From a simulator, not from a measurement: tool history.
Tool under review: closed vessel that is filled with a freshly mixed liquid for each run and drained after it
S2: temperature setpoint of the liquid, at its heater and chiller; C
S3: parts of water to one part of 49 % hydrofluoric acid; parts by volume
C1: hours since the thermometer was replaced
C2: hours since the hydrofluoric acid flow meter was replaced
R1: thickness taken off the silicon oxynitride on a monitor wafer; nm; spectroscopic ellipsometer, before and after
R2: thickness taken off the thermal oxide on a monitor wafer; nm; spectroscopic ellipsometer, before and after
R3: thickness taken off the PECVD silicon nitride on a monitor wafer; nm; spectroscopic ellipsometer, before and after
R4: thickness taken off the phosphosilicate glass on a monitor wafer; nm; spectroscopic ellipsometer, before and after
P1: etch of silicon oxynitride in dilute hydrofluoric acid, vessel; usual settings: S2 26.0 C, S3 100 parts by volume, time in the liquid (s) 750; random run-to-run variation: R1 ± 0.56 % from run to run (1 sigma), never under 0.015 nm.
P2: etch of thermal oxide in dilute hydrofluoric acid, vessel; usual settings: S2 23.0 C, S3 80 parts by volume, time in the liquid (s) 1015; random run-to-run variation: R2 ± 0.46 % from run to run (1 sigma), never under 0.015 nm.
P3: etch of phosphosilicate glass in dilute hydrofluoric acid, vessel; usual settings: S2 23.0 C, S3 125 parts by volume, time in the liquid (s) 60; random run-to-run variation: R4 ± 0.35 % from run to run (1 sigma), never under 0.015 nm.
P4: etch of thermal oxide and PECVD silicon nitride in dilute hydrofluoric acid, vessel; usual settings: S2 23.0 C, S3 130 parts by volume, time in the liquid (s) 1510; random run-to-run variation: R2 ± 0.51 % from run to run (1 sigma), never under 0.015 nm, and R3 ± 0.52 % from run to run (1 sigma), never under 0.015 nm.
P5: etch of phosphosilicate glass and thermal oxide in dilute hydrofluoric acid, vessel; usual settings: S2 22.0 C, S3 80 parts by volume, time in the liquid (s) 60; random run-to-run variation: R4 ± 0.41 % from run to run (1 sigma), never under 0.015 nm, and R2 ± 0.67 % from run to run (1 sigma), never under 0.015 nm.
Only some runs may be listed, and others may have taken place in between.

Run 1, hour 10.0: process that ran P1, S2 26.0 C, S3 100 parts by volume, time in the liquid (s) 750; C1 238.7; C2 413.0. Result: R1 37.639 nm.
Run 2, hour 17.2: process that ran P1, S2 26.0 C, S3 100 parts by volume, time in the liquid (s) 1280; C1 245.9; C2 420.2. Result: R1 63.775 nm.
Run 3, hour 26.1: process that ran P2, S2 23.0 C, S3 35 parts by volume, time in the liquid (s) 1015; C1 254.8; C2 429.1. Result: R2 131.6300 nm.
Run 4, hour 31.4: process that ran P1, S2 29.5 C, S3 40 parts by volume, time in the liquid (s) 750; C1 260.1; C2 434.4. Result: R1 117.130 nm.
Run 5, hour 37.5: process that ran P4, S2 23.0 C, S3 35 parts by volume, time in the liquid (s) 1510; C1 266.2; C2 440.5. Result: R2 223.7600 nm, R3 107.2300 nm.
Run 6, hour 43.6: process that ran P5, S2 22.0 C, S3 20 parts by volume, time in the liquid (s) 60; C1 272.3; C2 446.6. Result: R2 13.6740 nm, R4 590.790 nm.
Run 7, hour 51.4: process that ran P3, S2 17.0 C, S3 125 parts by volume, time in the liquid (s) 60; C1 280.1; C2 454.4. Result: R4 31.436 nm.
Run 8, hour 58.2: process that ran P3, S2 23.0 C, S3 25 parts by volume, time in the liquid (s) 60; C1 286.9; C2 461.2. Result: R4 226.530 nm.
Run 9, hour 66.0: process that ran P2, S2 17.0 C, S3 80 parts by volume, time in the liquid (s) 1015; C1 294.7; C2 469.0. Result: R2 42.2690 nm.
Run 10, hour 72.9: process that ran P3, S2 23.0 C, S3 125 parts by volume, time in the liquid (s) 110; C1 301.6; C2 475.9. Result: R4 73.388 nm.
Run 11, hour 80.7: process that ran P1, S2 30.5 C, S3 100 parts by volume, time in the liquid (s) 750; C1 309.4; C2 483.7. Result: R1 45.957 nm.
Run 12, hour 91.5: process that ran P2, S2 23.0 C, S3 80 parts by volume, time in the liquid (s) 1845; C1 320.2; C2 494.5. Result: R2 99.1800 nm.
Run 13, hour 102.0: process that ran P1, S2 26.0 C, S3 35 parts by volume, time in the liquid (s) 1425; C1 330.7; C2 505.0. Result: R1 217.420 nm.
Run 14, hour 113.0: process that ran P1, S2 18.5 C, S3 100 parts by volume, time in the liquid (s) 750; C1 341.7; C2 516.0. Result: R1 26.178 nm.
Run 15, hour 120.9: process that ran P1, S2 26.0 C, S3 180 parts by volume, time in the liquid (s) 750; C1 349.6; C2 523.9. Result: R1 19.350 nm.
Run 16, hour 130.2: process that ran P1, S2 26.0 C, S3 100 parts by volume, time in the liquid (s) 750; C1 358.9; C2 533.2. Result: R1 37.538 nm.
Run 17, hour 136.5: process that ran P5, S2 22.0 C, S3 80 parts by volume, time in the liquid (s) 60; C1 365.2; C2 539.5. Result: R2 3.1194 nm, R4 136.700 nm.
Run 18, hour 147.1: process that ran P4, S2 30.0 C, S3 130 parts by volume, time in the liquid (s) 1510; C1 375.8; C2 550.1. Result: R2 69.4680 nm, R3 46.2480 nm.
Run 19, hour 158.1: process that ran P3, S2 23.0 C, S3 125 parts by volume, time in the liquid (s) 60; C1 386.8; C2 561.1. Result: R4 40.212 nm.
Run 20, hour 165.2: process that ran P1, S2 26.0 C, S3 100 parts by volume, time in the liquid (s) 750; C1 393.9; C2 568.2. Result: R1 37.694 nm.
Run 21, hour 171.4: process that ran P4, S2 23.0 C, S3 130 parts by volume, time in the liquid (s) 1510; C1 400.1; C2 574.4. Result: R2 53.5730 nm, R3 29.8500 nm.
Run 22, hour 180.1: process that ran P1, S2 26.0 C, S3 100 parts by volume, time in the liquid (s) 750; C1 408.8; C2 583.1. Result: R1 37.774 nm.
Run 23, hour 185.3: process that ran P1, S2 26.0 C, S3 100 parts by volume, time in the liquid (s) 235; C1 414.0; C2 588.3. Result: R1 11.701 nm.
Run 24, hour 195.0: process that ran P4, S2 23.0 C, S3 130 parts by volume, time in the liquid (s) 90; C1 423.7; C2 598.0. Result: R2 3.2203 nm, R3 1.7553 nm.
Run 25, hour 201.2: process that ran P5, S2 29.5 C, S3 80 parts by volume, time in the liquid (s) 60; C1 429.9; C2 604.2. Result: R2 4.2119 nm, R4 183.600 nm.
Run 26, hour 206.5: process that ran P5, S2 22.0 C, S3 80 parts by volume, time in the liquid (s) 115; C1 435.2; C2 609.5. Result: R2 6.0414 nm, R4 263.800 nm.
Run 27, hour 216.1: process that ran P1, S2 26.0 C, S3 55 parts by volume, time in the liquid (s) 750; C1 444.8; C2 619.1. Result: R1 71.355 nm.
Run 28, hour 222.4: process that ran P2, S2 23.0 C, S3 80 parts by volume, time in the liquid (s) 1015; C1 451.1; C2 625.4. Result: R2 54.5980 nm.
Run 29, hour 231.0: process that ran P1, S2 26.0 C, S3 100 parts by volume, time in the liquid (s) 750; C1 459.7; C2 634.0. Result: R1 37.833 nm.
Run 30, hour 236.5: process that ran P1, S2 26.0 C, S3 100 parts by volume, time in the liquid (s) 750; C1 465.2; C2 639.5. Result: R1 37.998 nm.
Run 31, hour 241.9: process that ran P1, S2 26.0 C, S3 100 parts by volume, time in the liquid (s) 750; C1 470.6; C2 644.9. Result: R1 39.026 nm.
Run 32, hour 248.8: process that ran P1, S2 26.0 C, S3 100 parts by volume, time in the liquid (s) 750; C1 477.5; C2 651.8. Result: R1 39.858 nm.
Run 33, hour 253.9: process that ran P1, S2 26.0 C, S3 100 parts by volume, time in the liquid (s) 750; C1 482.6; C2 656.9. Result: R1 40.148 nm.
Run 34, hour 260.0: process that ran P1, S2 26.0 C, S3 100 parts by volume, time in the liquid (s) 750; C1 488.7; C2 663.0. Result: R1 40.519 nm.
Run 35, hour 266.5: process that ran P1, S2 26.0 C, S3 100 parts by volume, time in the liquid (s) 750; C1 495.2; C2 669.5. Result: R1 40.625 nm.
Run 36, hour 275.2: process that ran P1, S2 26.0 C, S3 100 parts by volume, time in the liquid (s) 750; C1 503.9; C2 678.2. Result: R1 41.008 nm.
Run 37, hour 282.2: process that ran P1, S2 26.0 C, S3 100 parts by volume, time in the liquid (s) 750; C1 510.9; C2 685.2. Result: R1 41.312 nm.
Run 38, hour 293.0: process that ran P1, S2 26.0 C, S3 100 parts by volume, time in the liquid (s) 750; C1 521.7; C2 696.0. Result: R1 40.933 nm.
Run 39, hour 298.5: process that ran P1, S2 26.0 C, S3 100 parts by volume, time in the liquid (s) 750; C1 527.2; C2 701.5. Result: R1 41.387 nm.

Compared with where it was, what P1 gives has crept away. Each cause listed below fits the log as well as the rest, at the size given for it:
A: hydrofluoric acid flow above the setpoint (%) = 8.64
B: liquid hotter than its thermometer reads (K) = 1.96
Onset of the creep was near hour 231.0.

Of the 4 check runs listed below, each run on one wafer and each result written as a question mark, which would let you distinguish the listed causes because they would give clearly different results?
Run check 1, hour 304.0: process that ran P2, S2 18.0 C, S3 80 parts by volume, time in the liquid (s) 1015. Result: R2 ?.
Run check 2, hour 304.0: process that ran P5, S2 22.0 C, S3 30 parts by volume, time in the liquid (s) 95. Result: R2 ?, R4 ?.
Run check 3, hour 304.0: process that ran P4, S2 23.0 C, S3 75 parts by volume, time in the liquid (s) 1510. Result: R2 ?, R3 ?.
Run check 4, hour 304.0: process that ran P3, S2 17.0 C, S3 30 parts by volume, time in the liquid (s) 60. Result: R4 ?.

Check results expected under each cause:
  check  result      if A      if B
check 1      R2   48.2150   47.8510
check 2      R2   15.3780   15.3250
check 2      R4   672.230   669.930
check 3      R2  109.1700  107.9600
check 3      R3   55.2770   58.0740
check 4      R4   158.040   158.050
Smallest distance between any two causes, each pair judged by its most separating result, in per cent: check 1 0.76 %; check 2 0.34 %; check 3 4.94 %; check 4 0.01 %
Check 3 distinguishes between the causes, while the remaining checks would return nearly the same result for all of them.

The results of check 3 are: R2 109.9900 nm; R3 55.3650 nm. Based on these, which of the listed causes is it?

It was cause A: hydrofluoric acid flow above the setpoint (%).
